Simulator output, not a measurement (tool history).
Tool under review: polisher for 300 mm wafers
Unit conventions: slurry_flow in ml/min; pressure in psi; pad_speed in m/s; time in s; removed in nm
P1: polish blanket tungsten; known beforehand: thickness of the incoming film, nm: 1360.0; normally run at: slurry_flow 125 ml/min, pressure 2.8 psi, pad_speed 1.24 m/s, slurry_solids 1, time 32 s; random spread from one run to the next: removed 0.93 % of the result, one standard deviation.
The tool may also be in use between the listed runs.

run,day,slurry_flow,pressure,pad_speed,slurry_solids,time,wafers polished on this pad,hours since the slurry nozzle was cleaned,hours since the head pressure was calibrated,hours since the slurry blender was calibrated,hours since the slurry got fresh peroxide,removed
1,0.342,125,2.8,1.24,1,32,405,45,185.2,392,58.6,161.98
2,0.783,125,2.8,1.24,1,32,581,55.6,195.8,402.6,69.2,161.68
3,1.004,125,2.8,1.86,1,32,670,60.9,201.1,407.9,74.5,238.95
4,1.488,125,2.8,1.24,0.6,32,863,72.5,212.7,419.5,86.1,142.13
5,1.912,125,2.8,1.24,1,14,1033,82.7,222.9,429.7,96.3,70.902
# day 1.933: slurry nozzle cleaned
6,2.358,125,2.8,1.24,1,32,1211,10.3,233.6,440.4,107,159.13
7,2.671,185,2.8,1.24,1,32,1336,17.8,241.1,447.9,114.5,171.38
8,2.946,125,1.6,1.24,1,32,1446,24.4,247.7,454.5,121.1,91.908
# day 3.2: worn pad replaced by a new one
9,3.262,125,2.8,0.7,1,32,26,32,255.3,462.1,128.7,91.891
10,3.475,125,2.8,1.24,1,32,111,37.1,260.4,467.2,133.8,161.14
11,3.879,125,2.8,1.24,1,32,272,46.8,270.1,476.9,143.5,162.43
12,4.3,125,3.5,1.24,1,17,441,56.9,280.2,487,153.6,105.33
13,4.567,125,2.8,1.24,1.3,32,547,63.3,286.6,493.4,160,171.25
14,4.983,75,2.8,1.24,1,32,714,73.3,296.6,503.4,170,140.46
15,5.246,125,4,1.24,1,32,819,79.6,302.9,509.7,176.3,229.98
16,5.717,125,2.8,1.24,1,42,1007,90.9,314.2,521,187.6,214.31
17,5.942,125,2.8,1.24,1,32,1097,96.3,319.6,526.4,193,162.12
18,6.271,125,2.8,1.24,1,32,1228,104.2,327.5,534.3,200.9,163.24
19,6.629,125,2.8,1.24,1,32,1371,112.8,336.1,542.9,209.5,160.35
20,6.904,125,2.8,1.24,1,32,1481,119.4,342.7,549.5,216.1,154.23
# day 7.292: head pressure recalibrated
21,7.338,125,2.8,1.24,1,32,1655,129.8,1.2,559.9,226.5,151.31
22,7.588,125,2.8,1.24,1,32,1754,135.8,7.2,565.9,232.5,153.3
# day 7.796: worn pad replaced by a new one
23,7.954,125,2.8,1.24,1,32,63,144.6,16,574.7,241.3,148.77
# day 8.092: slurry tank refilled with fresh slurry and peroxide
24,8.429,125,2.8,1.24,1,32,253,156,27.4,586.1,8.2,150.36
25,8.896,125,2.8,1.24,1,32,440,167.2,38.6,597.3,19.4,150.42

Run 26 is up next; what results do you expect?
26,9.112,125,2.8,1.24,1,32,526,172.4,43.8,602.5,24.6,?

{"run 26": {"removed": 149.32}}
